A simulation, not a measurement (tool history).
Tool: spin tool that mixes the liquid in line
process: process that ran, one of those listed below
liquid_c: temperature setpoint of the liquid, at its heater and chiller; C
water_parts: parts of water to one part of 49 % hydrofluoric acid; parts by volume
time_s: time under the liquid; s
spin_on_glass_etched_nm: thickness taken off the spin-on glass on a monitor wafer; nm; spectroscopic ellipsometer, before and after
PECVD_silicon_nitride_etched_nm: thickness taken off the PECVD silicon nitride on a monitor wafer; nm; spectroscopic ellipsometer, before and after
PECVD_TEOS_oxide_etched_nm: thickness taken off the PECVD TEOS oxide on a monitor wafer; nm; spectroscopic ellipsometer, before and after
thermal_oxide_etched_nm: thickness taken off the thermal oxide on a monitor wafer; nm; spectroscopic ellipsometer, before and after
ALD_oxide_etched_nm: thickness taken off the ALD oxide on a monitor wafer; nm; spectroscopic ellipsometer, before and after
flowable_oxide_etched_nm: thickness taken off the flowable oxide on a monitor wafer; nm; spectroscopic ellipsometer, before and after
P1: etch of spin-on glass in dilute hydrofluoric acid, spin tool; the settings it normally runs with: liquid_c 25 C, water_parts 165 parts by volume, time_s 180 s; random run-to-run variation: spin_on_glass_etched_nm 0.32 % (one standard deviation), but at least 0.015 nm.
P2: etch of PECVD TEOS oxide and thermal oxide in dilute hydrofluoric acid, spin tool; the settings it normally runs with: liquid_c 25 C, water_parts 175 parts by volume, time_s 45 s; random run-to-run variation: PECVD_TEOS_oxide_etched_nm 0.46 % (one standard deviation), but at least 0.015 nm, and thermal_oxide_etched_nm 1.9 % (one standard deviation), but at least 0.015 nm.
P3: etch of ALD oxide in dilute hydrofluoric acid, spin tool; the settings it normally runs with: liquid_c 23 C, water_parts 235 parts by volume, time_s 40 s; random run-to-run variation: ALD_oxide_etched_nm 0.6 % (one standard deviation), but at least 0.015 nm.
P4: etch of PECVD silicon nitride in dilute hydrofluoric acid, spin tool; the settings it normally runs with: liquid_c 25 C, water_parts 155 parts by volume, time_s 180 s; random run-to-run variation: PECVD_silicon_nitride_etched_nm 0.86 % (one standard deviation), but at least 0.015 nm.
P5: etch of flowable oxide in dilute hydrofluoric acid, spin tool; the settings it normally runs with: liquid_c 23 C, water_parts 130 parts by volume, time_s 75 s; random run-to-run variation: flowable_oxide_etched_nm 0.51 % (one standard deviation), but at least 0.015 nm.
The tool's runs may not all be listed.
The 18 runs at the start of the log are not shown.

run	hour	process	liquid_c	water_parts	time_s	spin_on_glass_etched_nm	PECVD_silicon_nitride_etched_nm	PECVD_TEOS_oxide_etched_nm	thermal_oxide_etched_nm	ALD_oxide_etched_nm	flowable_oxide_etched_nm
19	108.7	P1	25	165	180	43.249					
20	115.3	P1	25	165	60	14.325					
21	121	P3	17	235	40					3.7609	
22	126.9	P1	25	165	180	43.118					
23	131.6	P1	25	165	290	69.766					
24	136.4	P4	25	155	180		2.4798				
25	143.8	P5	23	130	130						25.484
26	148.1	P3	23	380	40					2.5437	

Forecast run 27:
27	154.4	P5	23	130	75						?

{"run 27": {"flowable_oxide_etched_nm": 14.528}}
